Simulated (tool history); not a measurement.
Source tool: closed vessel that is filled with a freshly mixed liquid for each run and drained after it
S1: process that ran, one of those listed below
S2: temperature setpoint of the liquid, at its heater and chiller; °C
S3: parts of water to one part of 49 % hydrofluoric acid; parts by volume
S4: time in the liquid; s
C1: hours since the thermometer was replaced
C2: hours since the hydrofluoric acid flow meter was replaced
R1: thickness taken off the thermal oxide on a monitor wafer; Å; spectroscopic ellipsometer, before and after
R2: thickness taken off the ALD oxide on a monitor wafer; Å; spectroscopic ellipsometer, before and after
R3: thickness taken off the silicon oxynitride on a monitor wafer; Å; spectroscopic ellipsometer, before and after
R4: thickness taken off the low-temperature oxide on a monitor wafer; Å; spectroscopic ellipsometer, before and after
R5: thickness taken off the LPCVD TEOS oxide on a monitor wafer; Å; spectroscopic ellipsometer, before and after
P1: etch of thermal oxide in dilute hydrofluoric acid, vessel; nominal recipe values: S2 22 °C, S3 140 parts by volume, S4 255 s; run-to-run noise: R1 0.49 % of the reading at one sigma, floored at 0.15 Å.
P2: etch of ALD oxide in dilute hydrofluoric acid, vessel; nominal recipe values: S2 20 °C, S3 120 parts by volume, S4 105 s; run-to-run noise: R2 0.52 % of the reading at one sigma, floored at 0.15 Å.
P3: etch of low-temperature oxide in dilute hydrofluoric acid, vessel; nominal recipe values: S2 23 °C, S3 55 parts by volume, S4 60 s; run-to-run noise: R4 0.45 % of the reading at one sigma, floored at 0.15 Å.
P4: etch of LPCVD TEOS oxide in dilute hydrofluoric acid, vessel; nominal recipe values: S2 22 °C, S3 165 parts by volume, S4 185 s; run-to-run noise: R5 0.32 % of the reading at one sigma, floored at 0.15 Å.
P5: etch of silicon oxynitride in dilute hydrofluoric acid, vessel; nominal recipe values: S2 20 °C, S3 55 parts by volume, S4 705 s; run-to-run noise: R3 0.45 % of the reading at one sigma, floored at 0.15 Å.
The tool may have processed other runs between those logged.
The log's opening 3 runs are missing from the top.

Run 4, day 0.962: S1 P1, S2 22 °C, S3 140 parts by volume, S4 255 s; C1 1399.9; C2 1005. Result: R1 70.918 Å.
Run 5, day 1.1: S1 P2, S2 20 °C, S3 120 parts by volume, S4 30 s; C1 1403.2; C2 1008.3. Result: R2 41.955 Å.
Run 6, day 1.325: S1 P5, S2 20 °C, S3 80 parts by volume, S4 705 s; C1 1408.6; C2 1013.7. Result: R3 173.09 Å.
Run 7, day 1.462: S1 P3, S2 23 °C, S3 55 parts by volume, S4 60 s; C1 1411.9; C2 1017. Result: R4 216.54 Å.
Run 8, day 1.617: S1 P1, S2 22 °C, S3 60 parts by volume, S4 255 s; C1 1415.6; C2 1020.7. Result: R1 181.88 Å.
Run 9, day 1.829: S1 P5, S2 20 °C, S3 55 parts by volume, S4 220 s; C1 1420.7; C2 1025.8. Result: R3 79.761 Å.
Run 10, day 2.017: S1 P1, S2 22 °C, S3 230 parts by volume, S4 255 s; C1 1425.2; C2 1030.3. Result: R1 39.398 Å.
Run 11, day 2.158: S1 P4, S2 22 °C, S3 165 parts by volume, S4 185 s; C1 1428.6; C2 1033.7. Result: R5 197.57 Å.
Run 12, day 2.312: S1 P1, S2 28 °C, S3 140 parts by volume, S4 30 s; C1 1432.3; C2 1037.4. Result: R1 10.483 Å.
At day 2.5: hydrofluoric acid flow meter replaced.
Run 13, day 2.55: S1 P4, S2 22 °C, S3 165 parts by volume, S4 285 s; C1 1438; C2 1.3. Result: R5 304.51 Å.
Run 14, day 2.808: S1 P1, S2 26.5 °C, S3 140 parts by volume, S4 255 s; C1 1444.2; C2 7.5. Result: R1 84.53 Å.
Run 15, day 2.992: S1 P5, S2 27.5 °C, S3 55 parts by volume, S4 705 s; C1 1448.6; C2 11.9. Result: R3 367.71 Å.
Run 16, day 3.2: S1 P2, S2 20 °C, S3 210 parts by volume, S4 105 s; C1 1453.6; C2 16.9. Result: R2 76.627 Å.
Run 17, day 3.367: S1 P1, S2 22 °C, S3 140 parts by volume, S4 430 s; C1 1457.6; C2 20.9. Result: R1 119.8 Å.
Run 18, day 3.525: S1 P1, S2 17 °C, S3 140 parts by volume, S4 255 s; C1 1461.4; C2 24.7. Result: R1 58.39 Å.
Run 19, day 3.679: S1 P1, S2 22 °C, S3 140 parts by volume, S4 130 s; C1 1465.1; C2 28.4. Result: R1 36.409 Å.
Run 20, day 3.9: S1 P2, S2 20 °C, S3 120 parts by volume, S4 105 s; C1 1470.4; C2 33.7. Result: R2 147.07 Å.
Run 21, day 4.133: S1 P5, S2 20 °C, S3 55 parts by volume, S4 705 s; C1 1476; C2 39.3. Result: R3 254.63 Å.
Run 22, day 4.283: S1 P3, S2 19 °C, S3 55 parts by volume, S4 60 s; C1 1479.6; C2 42.9. Result: R4 184.75 Å.
Run 23, day 4.458: S1 P3, S2 23 °C, S3 55 parts by volume, S4 85 s; C1 1483.8; C2 47.1. Result: R4 309.03 Å.
Run 24, day 4.579: S1 P4, S2 17 °C, S3 165 parts by volume, S4 185 s; C1 1486.7; C2 50. Result: R5 162.81 Å.
Run 25, day 4.812: S1 P1, S2 22 °C, S3 140 parts by volume, S4 255 s; C1 1492.3; C2 55.6. Result: R1 71.815 Å.
Run 26, day 4.975: S1 P3, S2 23 °C, S3 95 parts by volume, S4 60 s; C1 1496.2; C2 59.5. Result: R4 119.71 Å.

Expected results for the next run?
Run 27, day 5.175: S1 P1, S2 22 °C, S3 140 parts by volume, S4 255 s; C1 1501; C2 64.3. Result: R1 ?.

R1: 70.654 Å
